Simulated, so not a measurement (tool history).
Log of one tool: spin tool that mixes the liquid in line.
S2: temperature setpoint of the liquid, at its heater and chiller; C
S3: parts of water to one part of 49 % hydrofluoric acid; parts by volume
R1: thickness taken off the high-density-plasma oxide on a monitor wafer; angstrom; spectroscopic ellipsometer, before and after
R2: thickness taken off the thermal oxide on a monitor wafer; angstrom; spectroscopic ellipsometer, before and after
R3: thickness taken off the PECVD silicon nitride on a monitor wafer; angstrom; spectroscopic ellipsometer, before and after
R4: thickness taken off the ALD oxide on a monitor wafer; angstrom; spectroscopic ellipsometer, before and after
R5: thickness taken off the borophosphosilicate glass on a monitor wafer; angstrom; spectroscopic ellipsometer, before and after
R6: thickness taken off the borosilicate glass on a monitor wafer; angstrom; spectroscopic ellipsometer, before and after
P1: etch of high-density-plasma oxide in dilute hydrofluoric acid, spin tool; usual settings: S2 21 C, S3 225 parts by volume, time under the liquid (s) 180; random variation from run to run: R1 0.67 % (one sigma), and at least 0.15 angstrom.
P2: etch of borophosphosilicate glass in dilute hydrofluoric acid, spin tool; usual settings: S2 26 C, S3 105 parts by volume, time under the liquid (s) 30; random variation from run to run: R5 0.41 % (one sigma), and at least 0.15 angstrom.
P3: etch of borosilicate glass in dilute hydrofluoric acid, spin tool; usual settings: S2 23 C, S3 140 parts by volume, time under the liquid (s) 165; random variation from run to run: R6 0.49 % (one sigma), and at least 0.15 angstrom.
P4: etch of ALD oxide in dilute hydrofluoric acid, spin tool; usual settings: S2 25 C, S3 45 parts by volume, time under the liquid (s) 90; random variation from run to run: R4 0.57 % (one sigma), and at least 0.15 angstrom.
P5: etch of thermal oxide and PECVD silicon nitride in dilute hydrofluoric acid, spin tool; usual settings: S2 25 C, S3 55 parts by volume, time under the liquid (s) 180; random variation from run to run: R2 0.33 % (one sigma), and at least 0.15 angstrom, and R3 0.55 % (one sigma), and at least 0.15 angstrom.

run 1 hour=8 | process_that_ran=P1 S2=21 S3=225 time_under_the_liquid_(s)=180 | R1=31.839
run 2 hour=17.4 | process_that_ran=P5 S2=25 S3=55 time_under_the_liquid_(s)=15 | R2=14.838 R3=16.776
run 3 hour=29.4 | process_that_ran=P5 S2=31 S3=55 time_under_the_liquid_(s)=180 | R2=226.52 R3=293.78
run 4 hour=47.4 | process_that_ran=P1 S2=21 S3=70 time_under_the_liquid_(s)=180 | R1=120.82
run 5 hour=56.7 | process_that_ran=P4 S2=25 S3=45 time_under_the_liquid_(s)=90 | R4=250.23
run 6 hour=73.7 | process_that_ran=P2 S2=20 S3=105 time_under_the_liquid_(s)=30 | R5=91.971
run 7 hour=88.5 | process_that_ran=P1 S2=21 S3=225 time_under_the_liquid_(s)=15 | R1=2.5935
run 8 hour=104.2 | process_that_ran=P4 S2=33 S3=45 time_under_the_liquid_(s)=90 | R4=339.12
run 9 hour=119.4 | process_that_ran=P3 S2=27.5 S3=140 time_under_the_liquid_(s)=165 | R6=440.62
run 10 hour=136.8 | process_that_ran=P3 S2=23 S3=140 time_under_the_liquid_(s)=165 | R6=369.49
run 11 hour=153.1 | process_that_ran=P1 S2=21 S3=225 time_under_the_liquid_(s)=180 | R1=32.341
run 12 hour=170 | process_that_ran=P1 S2=17 S3=225 time_under_the_liquid_(s)=180 | R1=27.09
run 13 hour=181.2 | process_that_ran=P3 S2=23 S3=140 time_under_the_liquid_(s)=255 | R6=574.66
run 14 hour=198.9 | process_that_ran=P1 S2=21 S3=225 time_under_the_liquid_(s)=180 | R1=31.897
run 15 hour=212.6 | process_that_ran=P1 S2=17 S3=225 time_under_the_liquid_(s)=15 | R1=2.2924
run 16 hour=225.1 | process_that_ran=P1 S2=21 S3=225 time_under_the_liquid_(s)=180 | R1=31.819
run 17 hour=241.2 | process_that_ran=P1 S2=21 S3=225 time_under_the_liquid_(s)=305 | R1=53.648
run 18 hour=250.4 | process_that_ran=P2 S2=26 S3=190 time_under_the_liquid_(s)=30 | R5=58.698
run 19 hour=267 | process_that_ran=P1 S2=27 S3=225 time_under_the_liquid_(s)=180 | R1=39.637
run 20 hour=275.1 | process_that_ran=P5 S2=25 S3=55 time_under_the_liquid_(s)=180 | R2=177.93 R3=200.29
run 21 hour=286.2 | process_that_ran=P4 S2=25 S3=20 time_under_the_liquid_(s)=90 | R4=582.19
run 22 hour=298.7 | process_that_ran=P1 S2=21 S3=145 time_under_the_liquid_(s)=340 | R1=101.18
run 23 hour=312.1 | process_that_ran=P3 S2=23 S3=230 time_under_the_liquid_(s)=165 | R6=205.5
run 24 hour=329.8 | process_that_ran=P4 S2=25 S3=45 time_under_the_liquid_(s)=30 | R4=83.662
run 25 hour=347.3 | process_that_ran=P1 S2=21 S3=390 time_under_the_liquid_(s)=55 | R1=4.9699
run 26 hour=360.6 | process_that_ran=P3 S2=23 S3=140 time_under_the_liquid_(s)=165 | R6=371.14
run 27 hour=375.4 | process_that_ran=P2 S2=26 S3=105 time_under_the_liquid_(s)=30 | R5=116.87
run 28 hour=387.5 | process_that_ran=P5 S2=25 S3=80 time_under_the_liquid_(s)=180 | R2=118.78 R3=137.9
run 29 hour=403.7 | process_that_ran=P1 S2=21 S3=225 time_under_the_liquid_(s)=180 | R1=32.035
run 30 hour=417 | process_that_ran=P1 S2=21 S3=385 time_under_the_liquid_(s)=180 | R1=16.292
run 31 hour=429.3 | process_that_ran=P2 S2=26 S3=105 time_under_the_liquid_(s)=50 | R5=195.8
run 32 hour=439.1 | process_that_ran=P1 S2=21 S3=225 time_under_the_liquid_(s)=180 | R1=32.123
run 33 hour=454.7 | process_that_ran=P1 S2=21 S3=225 time_under_the_liquid_(s)=180 | R1=32.694
run 34 hour=463.2 | process_that_ran=P1 S2=21 S3=225 time_under_the_liquid_(s)=180 | R1=33.118
run 35 hour=480 | process_that_ran=P1 S2=21 S3=225 time_under_the_liquid_(s)=180 | R1=33.298
run 36 hour=493.5 | process_that_ran=P1 S2=21 S3=225 time_under_the_liquid_(s)=180 | R1=33.661
run 37 hour=510 | process_that_ran=P1 S2=21 S3=225 time_under_the_liquid_(s)=180 | R1=33.893
run 38 hour=525.4 | process_that_ran=P1 S2=21 S3=225 time_under_the_liquid_(s)=180 | R1=34.065

What P1 gives has crept away from where it was. These 2 causes fit the log equally well, each at the size given:
A: hydrofluoric acid flow above the setpoint (%) = 5.55
B: liquid hotter than its thermometer reads (K) = 1.77
The creep began at about hour 439.1.

4 check runs are offered, one wafer each, their results left as question marks. Which one tells the causes apart?
run check 1 hour=540.8 | process_that_ran=P4 S2=32.5 S3=45 time_under_the_liquid_(s)=90 | R4=?
run check 2 hour=540.8 | process_that_ran=P3 S2=23 S3=200 time_under_the_liquid_(s)=165 | R6=?
run check 3 hour=540.8 | process_that_ran=P2 S2=20.5 S3=180 time_under_the_liquid_(s)=30 | R5=?
run check 4 hour=540.8 | process_that_ran=P5 S2=25 S3=55 time_under_the_liquid_(s)=90 | R2=? R3=?

What each check would give under each cause:
check=check_1 result=R4 if_A=356.72 if_B=360.28
check=check_2 result=R6 if_A=260.19 if_B=260.28
check=check_3 result=R5 if_A=53.991 if_B=54.235
check=check_4 result=R2 if_A=94.427 if_B=95.718
check=check_4 result=R3 if_A=105.11 if_B=112.1
How far apart the two closest causes lie, in the result that separates them most: check 1 0.99 %; check 2 0.03 %; check 3 0.45 %; check 4 6.44 %
Only check 4 tells the causes apart: in the others they would give nearly the same result.

Check 4 was then run and gave: R2 96.386 angstrom; R3 111.6 angstrom. Which cause is it?

It is B: liquid hotter than its thermometer reads (K).
